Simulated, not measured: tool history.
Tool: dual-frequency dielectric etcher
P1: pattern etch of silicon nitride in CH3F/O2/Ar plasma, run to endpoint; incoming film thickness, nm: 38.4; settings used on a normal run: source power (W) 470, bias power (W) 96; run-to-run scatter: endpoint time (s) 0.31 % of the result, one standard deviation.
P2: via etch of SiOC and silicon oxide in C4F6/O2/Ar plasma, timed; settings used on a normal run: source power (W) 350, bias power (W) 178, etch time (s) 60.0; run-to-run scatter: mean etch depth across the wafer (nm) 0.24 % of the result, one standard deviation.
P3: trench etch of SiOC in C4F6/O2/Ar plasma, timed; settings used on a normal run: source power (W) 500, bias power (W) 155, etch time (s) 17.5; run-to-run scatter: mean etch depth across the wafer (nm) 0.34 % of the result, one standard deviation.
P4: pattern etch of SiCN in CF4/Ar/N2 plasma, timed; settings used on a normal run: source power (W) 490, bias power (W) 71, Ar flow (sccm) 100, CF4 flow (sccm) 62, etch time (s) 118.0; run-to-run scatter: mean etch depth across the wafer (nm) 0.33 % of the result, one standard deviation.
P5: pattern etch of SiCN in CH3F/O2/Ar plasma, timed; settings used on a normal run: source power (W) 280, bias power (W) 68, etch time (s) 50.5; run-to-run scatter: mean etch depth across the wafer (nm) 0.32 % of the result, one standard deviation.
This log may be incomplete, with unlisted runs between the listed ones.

run	day	process that ran	source power (W)	bias power (W)	etch time (s)	Ar flow (sccm)	CF4 flow (sccm)	hours since the last wet clean	hours since the last source power generator calibration	hours since the last bias power generator calibration	endpoint time (s)	mean etch depth across the wafer (nm)
1	0.279	P1	470	96				346.6	632.2	1228.2	45.516	
2	0.717	P2	350	216	60.0			357.1	642.7	1238.7		66.6960
3	1.146	P2	350	178	60.0			367.4	653.0	1249.0		62.8710
4	1.421	P3	500	155	17.5			374.0	659.6	1255.6		36.8540
# day 1.708: wet clean of the chamber
5	1.742	P2	350	178	60.0			0.8	667.3	1263.3		62.8240
6	2.000	P1	560	65				7.0	673.5	1269.5	48.831	
7	2.396	P5	180	68	50.5			16.5	683.0	1279.0		13.9810
8	2.654	P4	490	71	118.0	131	62	22.7	689.2	1285.2		104.4500
9	2.888	P5	280	68	50.5			28.3	694.8	1290.8		16.5030
10	3.246	P4	490	42	118.0	100	62	36.9	703.4	1299.4		92.2020
11	3.517	P1	470	96				43.4	709.9	1305.9	45.399	
12	3.992	P1	470	96				54.8	721.3	1317.3	45.630	
13	4.346	P5	280	68	50.5			63.3	729.8	1325.8		16.3570
14	4.662	P1	470	96				70.9	737.4	1333.4	45.425	
15	5.058	P3	500	155	10.0			80.4	746.9	1342.9		20.9570
16	5.504	P4	490	71	118.0	100	62	91.1	757.6	1353.6		108.8000
17	5.721	P1	630	74				96.3	762.8	1358.8	44.665	
18	6.004	P3	600	155	17.5			103.1	769.6	1365.6		39.3190
19	6.404	P2	350	178	34.5			112.7	779.2	1375.2		36.0850
20	6.871	P1	470	131				123.9	790.4	1386.4	40.747	
21	7.283	P1	470	96				133.8	800.3	1396.3	45.456	
22	7.729	P4	490	71	118.0	100	88	144.5	811.0	1407.0		115.0300
23	7.938	P1	470	73				149.5	816.0	1412.0	50.104	
24	8.421	P4	490	71	172.5	100	62	161.1	827.6	1423.6		159.1500
# day 8.762: bias power generator calibrated
25	8.842	P3	500	103	17.5			171.2	837.7	2.0		32.5350
26	9.325	P2	200	178	60.0			182.8	849.3	13.6		50.7300
27	9.750	P4	310	71	118.0	100	62	193.0	859.5	23.8		73.2500
28	10.212	P1	390	112				204.1	870.6	34.9	46.207	
29	10.671	P1	310	96				215.1	881.6	45.9	53.032	
30	11.067	P5	280	68	29.5			224.6	891.1	55.4		9.5588
31	11.438	P1	640	96				233.5	900.0	64.3	40.746	
32	11.779	P5	280	44	50.5			241.7	908.2	72.5		14.2030
33	12.079	P1	470	96				248.9	915.4	79.7	45.426	
34	12.400	P1	470	96				256.6	923.1	87.4	45.376	
35	12.758	P1	470	96				265.2	931.7	96.0	45.446	
36	13.117	P1	470	96				273.8	940.3	104.6	45.012	
37	13.583	P1	470	96				285.0	951.5	115.8	45.097	
38	13.833	P1	470	96				291.0	957.5	121.8	44.789	
39	14.117	P1	470	96				297.8	964.3	128.6	44.740	
# day 14.271: wet clean of the chamber
40	14.362	P1	470	96				2.3	970.2	134.5	44.824	
41	14.729	P1	470	96				11.1	979.0	143.3	44.708	

What will run 42 give?
42	15.025	P1	470	96				18.2	986.1	150.4	?	

endpoint time (s): 44.717
